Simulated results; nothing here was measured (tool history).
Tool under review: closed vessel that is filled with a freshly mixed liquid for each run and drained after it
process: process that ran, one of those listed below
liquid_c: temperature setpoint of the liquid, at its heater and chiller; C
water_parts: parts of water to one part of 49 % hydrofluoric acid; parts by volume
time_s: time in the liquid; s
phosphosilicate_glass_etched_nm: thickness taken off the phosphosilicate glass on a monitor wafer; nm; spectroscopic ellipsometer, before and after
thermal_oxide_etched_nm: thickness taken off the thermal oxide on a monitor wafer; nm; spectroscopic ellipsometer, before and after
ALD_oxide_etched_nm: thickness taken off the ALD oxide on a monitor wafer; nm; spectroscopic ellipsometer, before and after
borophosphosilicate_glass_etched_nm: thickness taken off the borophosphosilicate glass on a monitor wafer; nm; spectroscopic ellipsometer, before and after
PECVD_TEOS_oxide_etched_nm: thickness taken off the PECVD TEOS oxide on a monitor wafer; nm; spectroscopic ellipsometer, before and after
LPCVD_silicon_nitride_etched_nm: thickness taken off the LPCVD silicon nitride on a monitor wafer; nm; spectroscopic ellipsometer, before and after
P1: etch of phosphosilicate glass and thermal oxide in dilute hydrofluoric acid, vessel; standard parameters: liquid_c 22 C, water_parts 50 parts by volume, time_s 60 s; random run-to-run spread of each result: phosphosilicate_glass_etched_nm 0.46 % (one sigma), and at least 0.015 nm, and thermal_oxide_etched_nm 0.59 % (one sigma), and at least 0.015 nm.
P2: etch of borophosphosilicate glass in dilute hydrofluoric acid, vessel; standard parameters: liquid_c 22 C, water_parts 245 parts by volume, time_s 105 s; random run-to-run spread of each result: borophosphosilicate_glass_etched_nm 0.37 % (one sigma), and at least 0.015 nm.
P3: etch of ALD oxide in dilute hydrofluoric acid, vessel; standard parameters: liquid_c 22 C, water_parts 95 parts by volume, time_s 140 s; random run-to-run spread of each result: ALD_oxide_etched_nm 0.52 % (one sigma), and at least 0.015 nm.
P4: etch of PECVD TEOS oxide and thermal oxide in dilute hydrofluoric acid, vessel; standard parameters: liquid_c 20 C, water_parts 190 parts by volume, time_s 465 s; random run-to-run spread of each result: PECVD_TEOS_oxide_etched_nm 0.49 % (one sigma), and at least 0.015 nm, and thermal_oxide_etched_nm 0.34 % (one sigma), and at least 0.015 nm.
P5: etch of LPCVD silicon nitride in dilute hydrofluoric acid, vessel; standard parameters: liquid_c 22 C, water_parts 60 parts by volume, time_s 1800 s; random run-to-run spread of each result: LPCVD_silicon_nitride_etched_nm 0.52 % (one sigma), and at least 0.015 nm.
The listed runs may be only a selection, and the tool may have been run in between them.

run	day	process	liquid_c	water_parts	time_s	hours since the thermometer was replaced	hours since the hydrofluoric acid flow meter was replaced	phosphosilicate_glass_etched_nm	thermal_oxide_etched_nm	ALD_oxide_etched_nm	borophosphosilicate_glass_etched_nm	PECVD_TEOS_oxide_etched_nm	LPCVD_silicon_nitride_etched_nm
1	0.192	P1	22	50	60	1818.2	1258.6	114.76	5.3721				
2	0.4	P1	17	50	90	1823.2	1263.6	137.95	6.4564				
3	0.65	P3	22	95	140	1829.2	1269.6			27.296			
4	1.033	P3	22	95	140	1838.4	1278.8			27.202			
5	1.367	P1	22	50	115	1846.4	1286.8	218.83	10.188				
6	1.633	P2	17	245	105	1852.8	1293.2				14.698		
# day 1.942: hydrofluoric acid flow meter replaced
7	2.062	P1	22	50	60	1863.1	2.9	113.51	5.3665				
8	2.262	P4	20	190	465	1867.9	7.7		8.8198			20.071	
9	2.525	P1	22	50	30	1874.2	14	56.524	2.7021				
# day 2.779: thermometer replaced
10	2.9	P5	22	60	1800	3	23						10.614
11	3.246	P1	28	50	60	11.3	31.3	146.19	6.8506				
12	3.504	P3	22	55	140	17.5	37.5			50.073			
13	3.746	P1	26	50	105	23.3	43.3	234.14	11.148				
14	4.154	P2	22	65	105	33.1	53.1				81.371		
15	4.508	P3	17	95	140	41.6	61.6			22.311			
16	4.938	P4	20	190	775	51.9	71.9		14.825			33.653	
17	5.312	P1	17	50	60	60.9	80.9	91.998	4.3381				
18	5.521	P1	22	80	60	65.9	85.9	68.048	3.2461				
19	5.925	P2	22	245	105	75.6	95.6				17.558		
20	6.142	P5	22	20	1800	80.8	100.8						30.714
21	6.538	P2	22	245	30	90.3	110.3				4.9952		
22	6.846	P4	17	190	465	97.7	117.7		7.869			17.878	
23	7.212	P5	22	60	2935	106.5	126.5						17.225
24	7.412	P3	22	95	265	111.3	131.3			52.012			
25	7.729	P1	22	50	60	118.9	138.9	113	5.3519				
26	8.146	P1	22	50	60	128.9	148.9	114.13	5.348				
27	8.392	P5	29	60	1800	134.8	154.8						16.952
28	8.738	P1	22	50	60	143.1	163.1	114.3	5.3436				
29	9.104	P1	22	20	60	151.9	171.9	296.32	14.023				

Estimate the outcome of run 30 from the log above:
30	9.471	P4	20	40	465	160.7	180.7		?			?	

Run 30 gave thermal_oxide_etched_nm 49.856 nm, PECVD_TEOS_oxide_etched_nm 113.18 nm.
